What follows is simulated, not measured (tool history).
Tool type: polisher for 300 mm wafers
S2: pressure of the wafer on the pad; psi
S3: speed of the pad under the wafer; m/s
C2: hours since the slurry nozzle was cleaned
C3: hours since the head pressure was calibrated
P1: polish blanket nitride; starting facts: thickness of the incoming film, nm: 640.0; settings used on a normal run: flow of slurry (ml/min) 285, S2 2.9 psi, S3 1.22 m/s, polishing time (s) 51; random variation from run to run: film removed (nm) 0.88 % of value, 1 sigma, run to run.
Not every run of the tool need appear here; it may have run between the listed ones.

Run 1, hour 11.4: flow of slurry (ml/min) 285, S2 2.9 psi, S3 1.22 m/s, polishing time (s) 51; wafers polished on this pad 555; C2 654.3; C3 96.1. Result: film removed (nm) 84.686.
Run 2, hour 21.4: flow of slurry (ml/min) 285, S2 2.9 psi, S3 1.22 m/s, polishing time (s) 51; wafers polished on this pad 645; C2 664.3; C3 106.1. Result: film removed (nm) 85.194.
Run 3, hour 27.8: flow of slurry (ml/min) 285, S2 2.9 psi, S3 1.22 m/s, polishing time (s) 51; wafers polished on this pad 703; C2 670.7; C3 112.5. Result: film removed (nm) 84.691.
Run 4, hour 37.5: flow of slurry (ml/min) 375, S2 2.9 psi, S3 1.50 m/s, polishing time (s) 51; wafers polished on this pad 790; C2 680.4; C3 122.2. Result: film removed (nm) 103.750.
Run 5, hour 45.8: flow of slurry (ml/min) 285, S2 2.2 psi, S3 1.22 m/s, polishing time (s) 51; wafers polished on this pad 865; C2 688.7; C3 130.5. Result: film removed (nm) 64.845.
Run 6, hour 57.8: flow of slurry (ml/min) 400, S2 2.9 psi, S3 1.78 m/s, polishing time (s) 51; wafers polished on this pad 973; C2 700.7; C3 142.5. Result: film removed (nm) 118.070.
Run 7, hour 64.1: flow of slurry (ml/min) 285, S2 2.9 psi, S3 1.22 m/s, polishing time (s) 74; wafers polished on this pad 1029; C2 707.0; C3 148.8. Result: film removed (nm) 123.140.
Run 8, hour 73.7: flow of slurry (ml/min) 285, S2 2.9 psi, S3 0.66 m/s, polishing time (s) 51; wafers polished on this pad 1116; C2 716.6; C3 158.4. Result: film removed (nm) 52.367.
Run 9, hour 82.3: flow of slurry (ml/min) 285, S2 3.8 psi, S3 1.22 m/s, polishing time (s) 68; wafers polished on this pad 1193; C2 725.2; C3 167.0. Result: film removed (nm) 148.700.
Run 10, hour 88.0: flow of slurry (ml/min) 410, S2 2.9 psi, S3 1.22 m/s, polishing time (s) 51; wafers polished on this pad 1244; C2 730.9; C3 172.7. Result: film removed (nm) 86.592.
Run 11, hour 95.6: flow of slurry (ml/min) 285, S2 2.9 psi, S3 1.72 m/s, polishing time (s) 51; wafers polished on this pad 1313; C2 738.5; C3 180.3. Result: film removed (nm) 112.860.
Run 12, hour 101.8: flow of slurry (ml/min) 170, S2 2.9 psi, S3 1.22 m/s, polishing time (s) 51; wafers polished on this pad 1368; C2 744.7; C3 186.5. Result: film removed (nm) 79.817.
Run 13, hour 107.7: flow of slurry (ml/min) 285, S2 2.9 psi, S3 1.22 m/s, polishing time (s) 30; wafers polished on this pad 1421; C2 750.6; C3 192.4. Result: film removed (nm) 50.015.
Run 14, hour 113.2: flow of slurry (ml/min) 285, S2 2.9 psi, S3 1.22 m/s, polishing time (s) 51; wafers polished on this pad 1471; C2 756.1; C3 197.9. Result: film removed (nm) 86.024.
Run 15, hour 125.9: flow of slurry (ml/min) 285, S2 4.2 psi, S3 1.22 m/s, polishing time (s) 51; wafers polished on this pad 1585; C2 768.8; C3 210.6. Result: film removed (nm) 124.860.
Run 16, hour 133.8: flow of slurry (ml/min) 285, S2 2.9 psi, S3 1.22 m/s, polishing time (s) 51; wafers polished on this pad 1656; C2 776.7; C3 218.5. Result: film removed (nm) 84.876.
Run 17, hour 143.3: flow of slurry (ml/min) 285, S2 2.9 psi, S3 1.22 m/s, polishing time (s) 51; wafers polished on this pad 1742; C2 786.2; C3 228.0. Result: film removed (nm) 85.306.
Run 18, hour 154.8: flow of slurry (ml/min) 285, S2 2.9 psi, S3 1.22 m/s, polishing time (s) 51; wafers polished on this pad 1845; C2 797.7; C3 239.5. Result: film removed (nm) 82.510.

Run 19 is up next; what results do you expect?
At hour 161.7: head pressure recalibrated.
Run 19, hour 164.2: flow of slurry (ml/min) 285, S2 2.9 psi, S3 1.22 m/s, polishing time (s) 51; wafers polished on this pad 1930; C2 807.1; C3 2.6. Result: film removed (nm) ?.

{"run 19": {"film removed (nm)": 81.308}}
